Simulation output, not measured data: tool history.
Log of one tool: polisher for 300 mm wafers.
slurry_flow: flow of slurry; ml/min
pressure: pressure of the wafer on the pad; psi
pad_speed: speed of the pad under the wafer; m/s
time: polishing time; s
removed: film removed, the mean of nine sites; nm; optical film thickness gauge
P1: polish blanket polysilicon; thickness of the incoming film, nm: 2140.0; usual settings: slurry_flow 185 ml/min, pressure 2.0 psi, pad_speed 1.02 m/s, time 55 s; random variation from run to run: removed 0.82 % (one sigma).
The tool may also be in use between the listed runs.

run    day  slurry_flow  pressure  pad_speed  time  removed
  1  0.529          185       2.0       1.02    55   300.36
  2  0.804          185       2.0       1.02    55   300.41
  3  1.117          125       2.0       1.02    55   279.82
  4  1.421          185       2.0       1.02    55   302.65
     1.800  -- head pressure recalibrated
  5  1.896          185       1.3       1.02    55   196.34
  6  2.150          185       2.0       1.52    55   447.66
  7  2.412          185       2.0       0.46    55   137.47
  8  2.883          185       2.0       1.02    55   306.67
  9  3.242          185       2.0       1.02    75   405.21
 10  3.646          185       2.0       1.02    55   300.77
 11  3.904          185       2.9       1.02    55   433.94
 12  4.458          185       2.0       1.02    25   137.64
     4.488  -- slurry nozzle cleaned
 13  4.912          235       2.0       1.30    55   398.73
 14  5.167          285       2.0       1.02    55   319.61
 15  5.675          185       2.0       1.02    55   301.81
 16  6.071          185       2.0       1.02    55   287.20
 17  6.488          185       2.0       1.02    55   281.49
 18  6.846          185       2.0       1.02    55   277.49
     7.017  -- worn pad replaced by a new one
 19  7.112          185       2.0       1.02    55   279.40
 20  7.525          185       2.0       1.02    55   276.61
 21  7.788          185       2.0       1.02    55   276.43

What P1 gives has crept away from where it was. These 2 causes fit the log equally well, each at the size given:
A: head's pressure below its setpoint, % = 8.38
B: slurry flow missing at the pad, % = 38.7
The creep began at about day 5.675.
Why every other cause is out:
removal rate lost through wear of the pad, %: serviced at day 7.017, which brought nothing back

4 check runs are offered, each on 5 wafers whose results are averaged, their results left as question marks. Which one tells the causes apart?
check 1  8.050          185       2.8       1.02    55        ?
check 2  8.050          185       2.0       1.44    55        ?
check 3  8.050          270       2.0       1.02    55        ?
check 4  8.050          185       2.0       0.72    55        ?

What each check would give under each cause:
  check   result    if A    if B
check 1  removed  386.81  386.74
check 2  removed  390.07  389.99
check 3  removed  289.03  296.60
check 4  removed  195.03  194.99
How far apart the two closest causes lie, in the result that separates them most: check 1 0.02 %; check 2 0.02 %; check 3 2.59 %; check 4 0.02 %
Check 3 tells the causes apart: in the others they would give nearly the same result.

Check 3 was then run and gave: removed 287.69 nm. Which cause is it?

It is A: head's pressure below its setpoint, %.
